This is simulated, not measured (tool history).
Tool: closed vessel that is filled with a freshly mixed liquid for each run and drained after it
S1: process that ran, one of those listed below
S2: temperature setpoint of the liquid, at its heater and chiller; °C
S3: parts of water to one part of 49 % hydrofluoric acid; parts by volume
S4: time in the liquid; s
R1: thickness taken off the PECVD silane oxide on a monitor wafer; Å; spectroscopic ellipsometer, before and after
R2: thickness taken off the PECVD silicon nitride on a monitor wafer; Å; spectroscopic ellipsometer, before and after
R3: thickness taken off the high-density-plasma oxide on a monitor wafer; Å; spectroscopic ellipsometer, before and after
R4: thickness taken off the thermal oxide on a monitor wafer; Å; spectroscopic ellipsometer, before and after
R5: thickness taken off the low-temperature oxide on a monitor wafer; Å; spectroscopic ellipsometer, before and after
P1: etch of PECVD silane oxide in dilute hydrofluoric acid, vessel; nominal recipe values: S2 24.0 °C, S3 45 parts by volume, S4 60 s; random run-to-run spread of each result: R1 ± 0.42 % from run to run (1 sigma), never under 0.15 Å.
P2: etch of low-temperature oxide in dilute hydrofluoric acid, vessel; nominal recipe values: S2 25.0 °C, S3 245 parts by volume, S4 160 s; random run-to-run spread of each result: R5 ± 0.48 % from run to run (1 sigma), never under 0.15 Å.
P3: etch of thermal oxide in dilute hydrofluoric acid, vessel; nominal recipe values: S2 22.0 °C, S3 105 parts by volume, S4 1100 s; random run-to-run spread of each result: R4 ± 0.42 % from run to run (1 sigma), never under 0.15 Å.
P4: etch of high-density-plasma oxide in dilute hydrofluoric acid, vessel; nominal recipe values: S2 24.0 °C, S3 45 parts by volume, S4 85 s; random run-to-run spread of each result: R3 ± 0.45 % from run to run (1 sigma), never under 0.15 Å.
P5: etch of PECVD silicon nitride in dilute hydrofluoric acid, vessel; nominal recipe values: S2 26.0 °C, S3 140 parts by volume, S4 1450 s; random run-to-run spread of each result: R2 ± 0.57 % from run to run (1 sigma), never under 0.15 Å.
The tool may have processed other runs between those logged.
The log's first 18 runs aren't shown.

| run | hour | S1 | S2 | S3 | S4 | R1 | R2 | R3 | R4 | R5 |
|---|---|---|---|---|---|---|---|---|---|---|
| 19 | 201.8 | P2 | 25.0 | 85 | 160 |  |  |  |  | 454.58 |
| 20 | 212.3 | P5 | 26.0 | 140 | 2365 |  | 878.63 |  |  |  |
| 21 | 224.4 | P5 | 26.0 | 140 | 1450 |  | 545.86 |  |  |  |
| 22 | 232.2 | P1 | 24.0 | 60 | 30 | 124.75 |  |  |  |  |
| 23 | 241.9 | P1 | 24.0 | 45 | 60 | 337.86 |  |  |  |  |
| 24 | 249.3 | P2 | 19.0 | 245 | 160 |  |  |  |  | 105.40 |
| 25 | 264.1 | P1 | 24.0 | 60 | 60 | 248.82 |  |  |  |  |
| 26 | 276.1 | P1 | 24.0 | 45 | 60 | 338.53 |  |  |  |  |
| 27 | 284.3 | P1 | 24.0 | 45 | 60 | 337.84 |  |  |  |  |
| 28 | 293.8 | P1 | 24.0 | 45 | 115 | 645.19 |  |  |  |  |
| 29 | 301.3 | P1 | 30.5 | 45 | 60 | 439.31 |  |  |  |  |
| 30 | 313.9 | P4 | 28.5 | 45 | 85 |  |  | 124.730 |  |  |
| 31 | 326.7 | P1 | 24.0 | 25 | 60 | 621.94 |  |  |  |  |
| 32 | 333.9 | P4 | 24.0 | 75 | 85 |  |  | 60.358 |  |  |
| 33 | 345.5 | P1 | 24.0 | 45 | 60 | 338.09 |  |  |  |  |
| 34 | 358.5 | P1 | 24.0 | 45 | 60 | 352.01 |  |  |  |  |
| 35 | 370.6 | P1 | 24.0 | 45 | 60 | 359.31 |  |  |  |  |
| 36 | 383.0 | P1 | 24.0 | 45 | 60 | 362.54 |  |  |  |  |
| 37 | 397.8 | P1 | 24.0 | 45 | 60 | 365.06 |  |  |  |  |
| 38 | 412.3 | P1 | 24.0 | 45 | 60 | 367.19 |  |  |  |  |

For run 39, what comes out?
| 39 | 425.2 | P1 | 24.0 | 45 | 60 | ? |  |  |  |  |

Run 39 yielded R1 367.25 Å.
